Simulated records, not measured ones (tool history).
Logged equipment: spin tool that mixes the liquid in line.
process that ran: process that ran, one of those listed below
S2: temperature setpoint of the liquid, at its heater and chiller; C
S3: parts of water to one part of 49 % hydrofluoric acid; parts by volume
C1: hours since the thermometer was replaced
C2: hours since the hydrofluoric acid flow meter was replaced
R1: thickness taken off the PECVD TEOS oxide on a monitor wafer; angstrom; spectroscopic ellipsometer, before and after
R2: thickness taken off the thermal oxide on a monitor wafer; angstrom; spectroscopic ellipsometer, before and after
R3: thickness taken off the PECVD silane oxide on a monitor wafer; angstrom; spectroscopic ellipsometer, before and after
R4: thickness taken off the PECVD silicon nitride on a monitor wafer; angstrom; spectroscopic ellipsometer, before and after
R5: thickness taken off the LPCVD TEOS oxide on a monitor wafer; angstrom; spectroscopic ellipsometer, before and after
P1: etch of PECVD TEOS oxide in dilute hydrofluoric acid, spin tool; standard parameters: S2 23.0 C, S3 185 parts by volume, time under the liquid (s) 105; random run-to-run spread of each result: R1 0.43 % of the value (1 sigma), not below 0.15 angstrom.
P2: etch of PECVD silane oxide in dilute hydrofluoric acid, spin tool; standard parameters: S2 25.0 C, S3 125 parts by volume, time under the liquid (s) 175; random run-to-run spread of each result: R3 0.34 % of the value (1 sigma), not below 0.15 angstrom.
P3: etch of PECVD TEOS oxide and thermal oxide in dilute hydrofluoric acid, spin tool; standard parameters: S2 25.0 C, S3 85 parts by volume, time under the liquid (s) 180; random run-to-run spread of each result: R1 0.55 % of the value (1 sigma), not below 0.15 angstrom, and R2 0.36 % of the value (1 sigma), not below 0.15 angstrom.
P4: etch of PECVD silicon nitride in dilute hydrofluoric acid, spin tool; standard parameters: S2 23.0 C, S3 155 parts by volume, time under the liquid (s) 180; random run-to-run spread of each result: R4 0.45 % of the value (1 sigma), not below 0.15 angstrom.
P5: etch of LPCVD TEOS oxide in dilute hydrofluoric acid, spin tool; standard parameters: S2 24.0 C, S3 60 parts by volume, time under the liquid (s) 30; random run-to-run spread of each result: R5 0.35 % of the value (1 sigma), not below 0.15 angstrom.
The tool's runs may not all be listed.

{"run": 1, "hour": 2.3, "process that ran": "P1", "S2": 23.0, "S3": 185, "time under the liquid (s)": 105, "C1": 366.4, "C2": 91.9, "R1": 47.293}
{"run": 2, "hour": 6.8, "process that ran": "P1", "S2": 23.0, "S3": 185, "time under the liquid (s)": 105, "C1": 370.9, "C2": 96.4, "R1": 47.895}
{"run": 3, "hour": 10.6, "process that ran": "P3", "S2": 25.0, "S3": 85, "time under the liquid (s)": 180, "C1": 374.7, "C2": 100.2, "R1": 414.17, "R2": 107.01}
{"run": 4, "hour": 15.8, "process that ran": "P2", "S2": 25.0, "S3": 220, "time under the liquid (s)": 175, "C1": 379.9, "C2": 105.4, "R3": 110.41}
{"run": 5, "hour": 19.6, "process that ran": "P2", "S2": 19.0, "S3": 125, "time under the liquid (s)": 175, "C1": 383.7, "C2": 109.2, "R3": 170.43}
{"run": 6, "hour": 24.7, "process that ran": "P4", "S2": 18.5, "S3": 155, "time under the liquid (s)": 180, "C1": 388.8, "C2": 114.3, "R4": 41.877}
{"run": 7, "hour": 26.9, "process that ran": "P1", "S2": 23.0, "S3": 185, "time under the liquid (s)": 175, "C1": 391.0, "C2": 116.5, "R1": 78.951}
{"run": 8, "hour": 29.4, "process that ran": "P3", "S2": 18.0, "S3": 85, "time under the liquid (s)": 180, "C1": 393.5, "C2": 119.0, "R1": 314.25, "R2": 80.783}
{"run": 9, "hour": 33.2, "process that ran": "P3", "S2": 25.0, "S3": 135, "time under the liquid (s)": 180, "C1": 397.3, "C2": 122.8, "R1": 245.31, "R2": 63.22}
{"run": 10, "hour": 37.1, "process that ran": "P2", "S2": 25.0, "S3": 125, "time under the liquid (s)": 175, "C1": 401.2, "C2": 126.7, "R3": 216.75}
{"run": 11, "hour": 40.3, "process that ran": "P4", "S2": 23.0, "S3": 155, "time under the liquid (s)": 15, "C1": 404.4, "C2": 129.9, "R4": 4.795}
{"run": 12, "hour": 43.9, "process that ran": "P3", "S2": 25.0, "S3": 85, "time under the liquid (s)": 15, "C1": 408.0, "C2": 133.5, "R1": 34.604, "R2": 8.8366}
{"run": 13, "hour": 47.7, "process that ran": "P5", "S2": 24.0, "S3": 60, "time under the liquid (s)": 30, "C1": 411.8, "C2": 137.3, "R5": 168.47}
{"run": 14, "hour": 51.1, "process that ran": "P5", "S2": 24.0, "S3": 60, "time under the liquid (s)": 50, "C1": 415.2, "C2": 140.7, "R5": 278.99}
{"run": 15, "hour": 53.4, "process that ran": "P1", "S2": 23.0, "S3": 185, "time under the liquid (s)": 105, "C1": 417.5, "C2": 143.0, "R1": 48.022}
{"run": 16, "hour": 57.8, "process that ran": "P1", "S2": 23.0, "S3": 320, "time under the liquid (s)": 20, "C1": 421.9, "C2": 147.4, "R1": 4.6736}
{"run": 17, "hour": 61.8, "process that ran": "P4", "S2": 23.0, "S3": 275, "time under the liquid (s)": 180, "C1": 425.9, "C2": 151.4, "R4": 31.771}
{"run": 18, "hour": 66.3, "process that ran": "P1", "S2": 29.5, "S3": 185, "time under the liquid (s)": 105, "C1": 430.4, "C2": 155.9, "R1": 60.844}
{"run": 19, "hour": 68.7, "process that ran": "P1", "S2": 23.0, "S3": 185, "time under the liquid (s)": 35, "C1": 432.8, "C2": 158.3, "R1": 15.789}
{"run": 20, "hour": 72.8, "process that ran": "P1", "S2": 23.0, "S3": 300, "time under the liquid (s)": 105, "C1": 436.9, "C2": 162.4, "R1": 26.154}

Run 21 has not been measured yet. What should we expect?
{"run": 21, "hour": 76.5, "process that ran": "P1", "S2": 23.0, "S3": 185, "time under the liquid (s)": 105, "C1": 440.6, "C2": 166.1, "R1": "?"}

For run 21 the tool returned R1 47.3720 angstrom.
